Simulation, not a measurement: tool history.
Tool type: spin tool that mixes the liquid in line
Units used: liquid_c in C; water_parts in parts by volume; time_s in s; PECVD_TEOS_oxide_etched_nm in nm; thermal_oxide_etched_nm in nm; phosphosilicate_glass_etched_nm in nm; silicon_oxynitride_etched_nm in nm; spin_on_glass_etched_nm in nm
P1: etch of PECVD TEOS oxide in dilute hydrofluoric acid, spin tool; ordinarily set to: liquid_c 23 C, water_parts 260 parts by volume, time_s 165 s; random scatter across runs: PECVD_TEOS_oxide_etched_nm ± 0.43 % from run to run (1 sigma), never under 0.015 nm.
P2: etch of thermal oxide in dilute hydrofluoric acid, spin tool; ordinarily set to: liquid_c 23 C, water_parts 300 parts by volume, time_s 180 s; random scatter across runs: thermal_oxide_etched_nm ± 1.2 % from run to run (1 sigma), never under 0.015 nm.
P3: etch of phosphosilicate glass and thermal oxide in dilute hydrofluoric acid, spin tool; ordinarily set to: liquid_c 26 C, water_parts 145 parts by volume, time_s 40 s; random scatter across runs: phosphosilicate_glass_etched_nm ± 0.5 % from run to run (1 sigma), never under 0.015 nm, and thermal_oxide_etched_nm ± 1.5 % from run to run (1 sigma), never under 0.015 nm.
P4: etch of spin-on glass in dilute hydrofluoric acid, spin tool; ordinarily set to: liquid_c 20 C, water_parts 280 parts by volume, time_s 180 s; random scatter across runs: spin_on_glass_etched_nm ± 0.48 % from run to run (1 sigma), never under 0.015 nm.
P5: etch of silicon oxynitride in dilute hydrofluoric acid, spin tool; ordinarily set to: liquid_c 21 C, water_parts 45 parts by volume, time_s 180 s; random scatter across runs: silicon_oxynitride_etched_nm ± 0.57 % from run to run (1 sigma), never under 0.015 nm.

run,hour,process,liquid_c,water_parts,time_s,hours since the thermometer was replaced,hours since the hydrofluoric acid flow meter was replaced,PECVD_TEOS_oxide_etched_nm,thermal_oxide_etched_nm,phosphosilicate_glass_etched_nm,silicon_oxynitride_etched_nm,spin_on_glass_etched_nm
1,15.6,P1,23,260,165,560.7,269.8,13.999,,,,
2,25.1,P1,23,260,165,570.2,279.3,13.936,,,,
3,38.5,P1,23,260,315,583.6,292.7,26.63,,,,
4,46,P2,23,300,180,591.1,300.2,,2.3499,,,
5,59.5,P3,26,145,40,604.6,313.7,,1.3977,28.158,,
6,67.8,P5,26,45,180,612.9,322,,,,7.3635,
7,85,P3,26,145,15,630.1,339.2,,0.54092,10.687,,
8,102.2,P2,23,70,180,647.3,356.4,,12.917,,,
9,110.6,P5,21,45,180,655.7,364.8,,,,5.7491,
10,118.4,P1,23,260,165,663.5,372.6,14.107,,,,
11,129.1,P1,29,260,165,674.2,383.3,17.189,,,,
12,141.7,P5,21,30,180,686.8,395.9,,,,8.8164,
13,153.7,P4,20,280,180,698.8,407.9,,,,,18.006
14,171,P4,20,280,305,716.1,425.2,,,,,30.359
15,181.9,P2,23,300,40,727,436.1,,0.52701,,,
16,197.3,P5,21,45,25,742.4,451.5,,,,0.81899,
17,208.4,P1,23,260,165,753.5,462.6,13.982,,,,
18,219.5,P4,20,280,180,764.6,473.7,,,,,18.11
19,233.1,P1,23,360,165,778.2,487.3,9.2402,,,,
20,247.1,P4,27.5,280,180,792.2,501.3,,,,,23.502
21,262.1,P4,20,430,180,807.2,516.3,,,,,10.355
22,271.3,P1,23,260,165,816.4,525.5,14.016,,,,
23,287.7,P2,30.5,300,180,832.8,541.9,,3.0417,,,
# hour 303.3: hydrofluoric acid flow meter replaced
24,303.8,P1,23,260,165,848.9,0.6,14.066,,,,
25,314.4,P5,21,45,180,859.5,11.2,,,,5.8232,
26,325.1,P1,17,260,15,870.2,21.9,1.0156,,,,
27,339.6,P1,23,260,50,884.7,36.4,4.2077,,,,
28,356.5,P1,23,125,20,901.6,53.3,4.0545,,,,
29,371.1,P1,23,165,165,916.2,67.9,24.401,,,,
30,380.5,P3,31.5,145,40,925.6,77.3,,1.6759,34.209,,
31,395.7,P1,17.5,260,165,940.8,92.5,11.397,,,,
32,412,P3,26,255,40,957.1,108.8,,0.69266,14.283,,
33,420.5,P1,23,260,165,965.6,117.3,13.941,,,,
34,430.1,P1,23,260,165,975.2,126.9,13.902,,,,
35,443.6,P1,23,260,165,988.7,140.4,13.583,,,,
36,455.9,P1,23,260,165,1001,152.7,13.236,,,,
37,470.8,P1,23,260,165,1015.9,167.6,13.091,,,,
38,485.6,P1,23,260,165,1030.7,182.4,13.025,,,,
39,494.3,P1,23,260,165,1039.4,191.1,13.03,,,,
40,504.6,P1,23,260,165,1049.7,201.4,13.024,,,,
41,516.6,P1,23,260,165,1061.7,213.4,12.78,,,,
42,533.1,P1,23,260,165,1078.2,229.9,12.85,,,,

P1 has crept away from where it was. The log is fitted equally well by each of these 2 causes, at the sizes shown:
A: liquid colder than its thermometer reads (K) = 2.22
B: hydrofluoric acid flow below the setpoint (%) = 6.2
The onset of the drift is placed at about hour 430.1.

Question marks stand in for the results of the 4 check runs listed below, each run on one wafer. Under which run would the listed causes show clearly different results?
check 1,549.6,P2,28.5,165,180,,,,?,,,
check 2,549.6,P3,26,220,40,,,,?,?,,
check 3,549.6,P4,20,420,180,,,,,,,?
check 4,549.6,P5,21,30,180,,,,,,?,

If the cause were each of the candidates in turn, the checks would give the following:
check,result,if A,if B
check 1,thermal_oxide_etched_nm,5.5441,5.564
check 2,thermal_oxide_etched_nm,0.77421,0.77446
check 2,phosphosilicate_glass_etched_nm,15.785,15.79
check 3,spin_on_glass_etched_nm,9.8317,9.744
check 4,silicon_oxynitride_etched_nm,7.8427,8.2299
Distance between the nearest two causes, measured in the result of the check that separates them most: check 1 0.36 %; check 2 0.03 %; check 3 0.9 %; check 4 4.82 %
Check 4 tells the causes apart: in the others they would give nearly the same result.

Check 4 has now been run. It gave: silicon_oxynitride_etched_nm 7.8588 nm. Which of the candidate causes is it?

Of the candidate causes, it is A: liquid colder than its thermometer reads (K).
